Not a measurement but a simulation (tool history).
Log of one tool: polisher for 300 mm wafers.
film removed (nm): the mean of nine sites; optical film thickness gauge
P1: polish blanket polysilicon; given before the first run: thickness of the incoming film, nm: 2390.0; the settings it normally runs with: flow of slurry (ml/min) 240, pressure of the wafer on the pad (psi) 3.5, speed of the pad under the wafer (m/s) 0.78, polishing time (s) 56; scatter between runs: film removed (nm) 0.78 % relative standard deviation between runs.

| run | hour | flow of slurry (ml/min) | pressure of the wafer on the pad (psi) | speed of the pad under the wafer (m/s) | polishing time (s) | wafers polished on this pad | hours since the slurry nozzle was cleaned | hours since the head pressure was calibrated | film removed (nm) |
|---|---|---|---|---|---|---|---|---|---|
| 1 | 6.8 | 240 | 3.5 | 0.78 | 56 | 243 | 288.5 | 102.9 | 499.08 |
| 2 | 14.3 | 240 | 3.5 | 0.78 | 56 | 290 | 296 | 110.4 | 502.35 |
|  | 21.9 | head pressure recalibrated |
| 3 | 23.4 | 240 | 3.5 | 0.78 | 56 | 348 | 305.1 | 1.6 | 496.51 |
| 4 | 28.8 | 145 | 3.5 | 0.78 | 56 | 383 | 310.5 | 7 | 466.76 |
| 5 | 35.6 | 240 | 3.5 | 1 | 56 | 426 | 317.3 | 13.8 | 635.58 |
| 6 | 45.9 | 240 | 3.5 | 0.78 | 56 | 491 | 327.6 | 24.1 | 499.02 |
| 7 | 55.6 | 240 | 2 | 0.78 | 56 | 553 | 337.3 | 33.8 | 283.61 |
| 8 | 66.9 | 240 | 3.5 | 0.78 | 85 | 625 | 348.6 | 45.1 | 756.42 |
| 9 | 77.9 | 240 | 3.5 | 0.78 | 56 | 695 | 359.6 | 56.1 | 501.27 |
| 10 | 88.1 | 370 | 3.5 | 0.78 | 56 | 760 | 369.8 | 66.3 | 518.79 |
| 11 | 93.4 | 240 | 3.5 | 0.78 | 33 | 793 | 375.1 | 71.6 | 291.53 |
| 12 | 101.1 | 240 | 5.4 | 0.78 | 56 | 842 | 382.8 | 79.3 | 760.37 |
| 13 | 112 | 240 | 3.5 | 0.48 | 56 | 912 | 393.7 | 90.2 | 303.21 |
| 14 | 117.9 | 170 | 4.5 | 0.78 | 56 | 949 | 399.6 | 96.1 | 610.67 |
| 15 | 127.7 | 240 | 3.5 | 0.78 | 56 | 1012 | 409.4 | 105.9 | 497.56 |
| 16 | 138.2 | 240 | 3.5 | 0.78 | 56 | 1078 | 419.9 | 116.4 | 486.81 |
| 17 | 146.4 | 240 | 3.5 | 0.78 | 56 | 1130 | 428.1 | 124.6 | 485.26 |
| 18 | 157 | 240 | 3.5 | 0.78 | 56 | 1198 | 438.7 | 135.2 | 475.45 |
|  | 159.9 | head pressure recalibrated |
| 19 | 164.2 | 240 | 3.5 | 0.78 | 56 | 1244 | 445.9 | 4.3 | 475.08 |
| 20 | 175.3 | 240 | 3.5 | 0.78 | 56 | 1314 | 457 | 15.4 | 474.52 |
| 21 | 182.3 | 240 | 3.5 | 0.78 | 56 | 1359 | 464 | 22.4 | 469.85 |

P1 no longer gives what it gave before; its output has crept away from where it was. The following 2 causes, each at its listed size, fit the log equally well:
A: removal rate lost through wear of the pad, % = 4.71
B: slurry flow missing at the pad, % = 30.5
The onset of the drift is placed at about hour 127.7.
What rules out each remaining cause:
head's pressure below its setpoint, %: serviced after onset, at hour 159.9, with no recovery of the prior output

You are offered 4 check runs, listed below with question marks in place of their results; each one averages 5 wafers. Which run separates the listed causes by giving clearly different results for each?
| check 1 | 189.3 | 240 | 5.2 | 0.78 | 41 |  |  |  | ? |
| check 2 | 189.3 | 145 | 2.3 | 0.78 | 56 |  |  |  | ? |
| check 3 | 189.3 | 240 | 5 | 0.78 | 82 |  |  |  | ? |
| check 4 | 189.3 | 240 | 3.5 | 0.5 | 41 |  |  |  | ? |

Outcome of each check run for each possible cause:
| check | result | if A | if B |
|---|---|---|---|
| check 1 | film removed (nm) | 514.74 | 514.72 |
| check 2 | film removed (nm) | 289.45 | 281.3 |
| check 3 | film removed (nm) | 989.88 | 989.85 |
| check 4 | film removed (nm) | 222.09 | 222.08 |
Minimum pairwise separation of causes per check, each pair taken at its best-separating result: check 1 0 %; check 2 2.86 %; check 3 0 %; check 4 0 %
Check 2 tells the causes apart: in the others they would give nearly the same result.

Check 2 has now been run. It gave: film removed (nm) 281.84. Which of the candidate causes is it?

The cause is B: slurry flow missing at the pad, %.
